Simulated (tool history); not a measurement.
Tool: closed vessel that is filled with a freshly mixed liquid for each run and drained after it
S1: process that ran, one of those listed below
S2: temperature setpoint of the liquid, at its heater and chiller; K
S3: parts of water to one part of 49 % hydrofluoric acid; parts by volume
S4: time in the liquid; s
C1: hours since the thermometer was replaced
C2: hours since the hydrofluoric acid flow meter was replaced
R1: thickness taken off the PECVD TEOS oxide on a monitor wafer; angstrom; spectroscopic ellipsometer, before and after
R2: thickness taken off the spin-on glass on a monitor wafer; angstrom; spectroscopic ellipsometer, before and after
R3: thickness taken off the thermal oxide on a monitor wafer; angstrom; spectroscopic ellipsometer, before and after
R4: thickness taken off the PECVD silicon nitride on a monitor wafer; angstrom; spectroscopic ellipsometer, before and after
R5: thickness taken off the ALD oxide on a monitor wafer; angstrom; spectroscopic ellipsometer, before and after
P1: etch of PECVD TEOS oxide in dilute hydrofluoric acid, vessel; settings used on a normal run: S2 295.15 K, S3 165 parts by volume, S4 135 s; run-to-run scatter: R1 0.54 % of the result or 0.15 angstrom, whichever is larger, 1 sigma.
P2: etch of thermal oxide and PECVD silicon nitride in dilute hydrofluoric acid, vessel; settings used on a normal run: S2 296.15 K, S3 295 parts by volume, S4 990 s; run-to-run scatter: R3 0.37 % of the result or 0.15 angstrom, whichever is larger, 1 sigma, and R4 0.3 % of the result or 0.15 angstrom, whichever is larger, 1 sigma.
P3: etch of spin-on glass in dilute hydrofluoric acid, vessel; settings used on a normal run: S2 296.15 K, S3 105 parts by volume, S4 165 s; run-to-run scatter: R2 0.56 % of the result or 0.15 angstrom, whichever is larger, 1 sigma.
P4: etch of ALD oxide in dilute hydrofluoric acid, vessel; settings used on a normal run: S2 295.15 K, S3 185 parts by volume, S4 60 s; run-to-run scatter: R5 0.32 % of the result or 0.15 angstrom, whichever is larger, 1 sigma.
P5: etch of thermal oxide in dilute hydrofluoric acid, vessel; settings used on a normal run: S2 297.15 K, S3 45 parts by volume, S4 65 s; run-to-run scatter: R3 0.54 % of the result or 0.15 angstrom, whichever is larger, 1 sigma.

run    day  S1      S2   S3    S4      C1      C2        R1      R2       R3       R4      R5
  1  0.238  P1  295.15  165   135  1212.3  1365.7   169.560
  2  0.462  P1  295.15  165   200  1217.7  1371.1   253.270
  3  0.600  P3  290.65  105   165  1221.0  1374.4            286.89
  4  0.829  P2  296.15  295  1940  1226.5  1379.9                    254.650  297.860
  5  1.067  P2  296.15  500   990  1232.2  1385.6                     63.987   89.525
  6  1.354  P4  291.65  185    60  1239.1  1392.5                                      80.542
  7  1.567  P4  295.15  185    60  1244.2  1397.6                                      92.847
  8  1.754  P1  295.15  165    30  1248.7  1402.1    37.855
  9  1.908  P1  295.15   60    30  1252.4  1405.8   118.100
 10  2.067  P1  295.15  270   195  1256.2  1409.6   135.500
 11  2.329  P2  290.15  295   990  1262.5  1415.9                    104.390  102.270
 12  2.525  P1  291.15  165   135  1267.2  1420.6   147.630
     2.696  -- hydrofluoric acid flow meter replaced
 13  2.758  P1  295.15  165   135  1272.8     1.6   171.080
 14  3.029  P5  297.15   45   120  1279.3     8.1                    133.670
 15  3.267  P2  296.15  295   990  1285.0    13.8                    129.500  151.460
 16  3.525  P4  295.15  320    60  1291.2    20.0                                      46.535
 17  3.692  P3  296.15  165   165  1295.2    24.0            215.19
 18  3.883  P1  295.15  165   135  1299.8    28.6   170.020
 19  4.046  P5  290.15   45    65  1303.7    32.5                     53.919
 20  4.308  P3  296.15  105   245  1310.0    38.8            534.42
 21  4.462  P4  295.15  185    30  1313.7    42.5                                      46.103
 22  4.708  P1  295.15  285   135  1319.6    48.4    87.570
 23  5.004  P3  296.15  105   165  1326.7    55.5            358.57
 24  5.233  P1  295.15   30   135  1332.2    61.0  1109.600
 25  5.479  P4  295.15  185    60  1338.1    66.9                                      91.482
 26  5.779  P1  295.15  165   135  1345.3    74.1   171.900
 27  6.054  P1  295.15   80    30  1351.9    80.7    86.261
 28  6.308  P1  300.65  165   135  1358.0    86.8   209.880
 29  6.562  P5  297.15   75    65  1364.1    92.9                     41.365
 30  6.704  P1  295.15  165   135  1367.5    96.3   170.130
 31  6.979  P5  297.15   45    65  1374.1   102.9                     72.392
 32  7.192  P1  295.15  165   135  1379.2   108.0   170.950
 33  7.438  P1  295.15  165   135  1385.1   113.9   163.870
 34  7.625  P1  295.15  165   135  1389.6   118.4   160.150
 35  7.854  P1  295.15  165   135  1395.1   123.9   159.600
 36  8.050  P1  295.15  165   135  1399.8   128.6   159.340
 37  8.233  P1  295.15  165   135  1404.2   133.0   157.200
 38  8.471  P1  295.15  165   135  1409.9   138.7   159.230

What P1 gives has crept off from where it sat before. The 2 causes that follow fit the log equally well, each at the size noted:
A: liquid colder than its thermometer reads (K) = 1.97
B: hydrofluoric acid flow below the setpoint (%) = 6.3
At approximately day 7.192, the process output began to creep.

Which of the 4 check runs listed below separates the causes, so that each cause would produce a clearly different result? Each run uses one wafer, and its results are marked with question marks.
check 1  8.708  P2  296.15  295  990                   ?   ?
check 2  8.708  P4  295.15  185   60                           ?
check 3  8.708  P5  297.15   45   65                   ?
check 4  8.708  P3  296.15  105  165               ?

Check results expected under each cause:
  check  result     if A     if B
check 1      R3  120.600  118.980
check 1      R4  133.630  141.730
check 2      R5   85.640   85.463
check 3      R3   66.379   67.236
check 4      R2   332.76   334.68
Distance between the nearest two causes, measured in the result of the check that separates them most: check 1 5.88 %; check 2 0.21 %; check 3 1.28 %; check 4 0.58 %
Of the check runs offered, only check 1 discriminates between the causes; the rest would read about the same regardless of which cause applies.

After running check 1, the following was obtained: R3 119.300 angstrom; R4 141.920 angstrom. Which cause does this point to?

It was cause B: hydrofluoric acid flow below the setpoint (%).
